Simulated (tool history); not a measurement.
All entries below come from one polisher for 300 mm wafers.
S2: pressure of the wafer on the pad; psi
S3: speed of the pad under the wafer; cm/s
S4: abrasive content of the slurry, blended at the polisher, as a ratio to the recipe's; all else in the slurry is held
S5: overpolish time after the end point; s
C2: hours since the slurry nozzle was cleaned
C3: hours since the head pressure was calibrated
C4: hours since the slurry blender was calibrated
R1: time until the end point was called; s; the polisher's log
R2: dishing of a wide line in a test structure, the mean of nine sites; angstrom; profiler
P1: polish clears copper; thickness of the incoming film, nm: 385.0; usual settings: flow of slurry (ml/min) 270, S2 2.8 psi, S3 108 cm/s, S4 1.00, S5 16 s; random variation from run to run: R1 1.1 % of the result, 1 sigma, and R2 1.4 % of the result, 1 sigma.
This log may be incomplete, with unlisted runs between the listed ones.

{"run": 1, "hour": 14.5, "flow of slurry (ml/min)": 270, "S2": 2.8, "S3": 108, "S4": 1.0, "S5": 16, "wafers polished on this pad": 215, "C2": 170.8, "C3": 196.5, "C4": 102.9, "R1": 117.78, "R2": 320.95}
{"run": 2, "hour": 25.5, "flow of slurry (ml/min)": 270, "S2": 2.8, "S3": 108, "S4": 0.75, "S5": 16, "wafers polished on this pad": 271, "C2": 181.8, "C3": 207.5, "C4": 113.9, "R1": 125.4, "R2": 306.47}
{"run": 3, "hour": 38.1, "flow of slurry (ml/min)": 270, "S2": 2.8, "S3": 108, "S4": 1.0, "S5": 16, "wafers polished on this pad": 336, "C2": 194.4, "C3": 220.1, "C4": 126.5, "R1": 116.28, "R2": 313.78}
{"run": 4, "hour": 48.2, "flow of slurry (ml/min)": 270, "S2": 2.8, "S3": 108, "S4": 1.0, "S5": 16, "wafers polished on this pad": 388, "C2": 204.5, "C3": 230.2, "C4": 136.6, "R1": 118.7, "R2": 317.82}
{"run": 5, "hour": 61.4, "flow of slurry (ml/min)": 425, "S2": 2.8, "S3": 108, "S4": 1.0, "S5": 16, "wafers polished on this pad": 456, "C2": 217.7, "C3": 243.4, "C4": 149.8, "R1": 109.65, "R2": 323.25}
{"run": 6, "hour": 79.7, "flow of slurry (ml/min)": 180, "S2": 2.8, "S3": 108, "S4": 0.8, "S5": 16, "wafers polished on this pad": 550, "C2": 236.0, "C3": 261.7, "C4": 168.1, "R1": 126.83, "R2": 298.42}
{"run": 7, "hour": 89.6, "flow of slurry (ml/min)": 270, "S2": 2.8, "S3": 154, "S4": 1.0, "S5": 16, "wafers polished on this pad": 601, "C2": 245.9, "C3": 271.6, "C4": 178.0, "R1": 83.972, "R2": 389.66}
{"run": 8, "hour": 107.7, "flow of slurry (ml/min)": 270, "S2": 2.8, "S3": 108, "S4": 1.25, "S5": 16, "wafers polished on this pad": 694, "C2": 264.0, "C3": 289.7, "C4": 196.1, "R1": 109.11, "R2": 328.89}
{"run": 9, "hour": 123.7, "flow of slurry (ml/min)": 270, "S2": 2.8, "S3": 108, "S4": 1.0, "S5": 16, "wafers polished on this pad": 777, "C2": 280.0, "C3": 305.7, "C4": 212.1, "R1": 116.8, "R2": 307.17}
{"run": 10, "hour": 133.8, "flow of slurry (ml/min)": 270, "S2": 2.8, "S3": 70, "S4": 1.0, "S5": 16, "wafers polished on this pad": 828, "C2": 290.1, "C3": 315.8, "C4": 222.2, "R1": 183.17, "R2": 231.82}
{"run": 11, "hour": 144.9, "flow of slurry (ml/min)": 270, "S2": 4.4, "S3": 108, "S4": 1.0, "S5": 16, "wafers polished on this pad": 886, "C2": 301.2, "C3": 326.9, "C4": 233.3, "R1": 74.557, "R2": 438.2}
{"run": 12, "hour": 156.4, "flow of slurry (ml/min)": 270, "S2": 2.8, "S3": 108, "S4": 1.0, "S5": 31, "wafers polished on this pad": 945, "C2": 312.7, "C3": 338.4, "C4": 244.8, "R1": 117.38, "R2": 478.16}
{"run": 13, "hour": 171.2, "flow of slurry (ml/min)": 270, "S2": 2.8, "S3": 108, "S4": 1.0, "S5": 5, "wafers polished on this pad": 1021, "C2": 327.5, "C3": 353.2, "C4": 259.6, "R1": 116.51, "R2": 120.33}
{"run": 14, "hour": 188.7, "flow of slurry (ml/min)": 270, "S2": 3.7, "S3": 108, "S4": 1.0, "S5": 28, "wafers polished on this pad": 1111, "C2": 345.0, "C3": 370.7, "C4": 277.1, "R1": 88.778, "R2": 529.96}
{"run": 15, "hour": 205.1, "flow of slurry (ml/min)": 270, "S2": 2.8, "S3": 108, "S4": 1.0, "S5": 16, "wafers polished on this pad": 1195, "C2": 361.4, "C3": 387.1, "C4": 293.5, "R1": 114.79, "R2": 325.37}
{"run": 16, "hour": 216.3, "flow of slurry (ml/min)": 270, "S2": 2.8, "S3": 76, "S4": 1.0, "S5": 6, "wafers polished on this pad": 1253, "C2": 372.6, "C3": 398.3, "C4": 304.7, "R1": 165.91, "R2": 105.73}
{"run": 17, "hour": 229.3, "flow of slurry (ml/min)": 270, "S2": 1.7, "S3": 108, "S4": 1.0, "S5": 16, "wafers polished on this pad": 1320, "C2": 385.6, "C3": 411.3, "C4": 317.7, "R1": 190.06, "R2": 214.43}
{"run": 18, "hour": 244.9, "flow of slurry (ml/min)": 160, "S2": 2.8, "S3": 108, "S4": 1.0, "S5": 16, "wafers polished on this pad": 1400, "C2": 401.2, "C3": 426.9, "C4": 333.3, "R1": 125.47, "R2": 303.99}
{"run": 19, "hour": 262.4, "flow of slurry (ml/min)": 270, "S2": 2.8, "S3": 108, "S4": 1.0, "S5": 16, "wafers polished on this pad": 1490, "C2": 418.7, "C3": 444.4, "C4": 350.8, "R1": 117.98, "R2": 321.04}

For run 20, what comes out?
{"run": 20, "hour": 280.7, "flow of slurry (ml/min)": 270, "S2": 2.8, "S3": 108, "S4": 1.0, "S5": 16, "wafers polished on this pad": 1584, "C2": 437.0, "C3": 462.7, "C4": 369.1, "R1": "?", "R2": "?"}

{"run 20": {"R1": 117.2, "R2": 314.53}}

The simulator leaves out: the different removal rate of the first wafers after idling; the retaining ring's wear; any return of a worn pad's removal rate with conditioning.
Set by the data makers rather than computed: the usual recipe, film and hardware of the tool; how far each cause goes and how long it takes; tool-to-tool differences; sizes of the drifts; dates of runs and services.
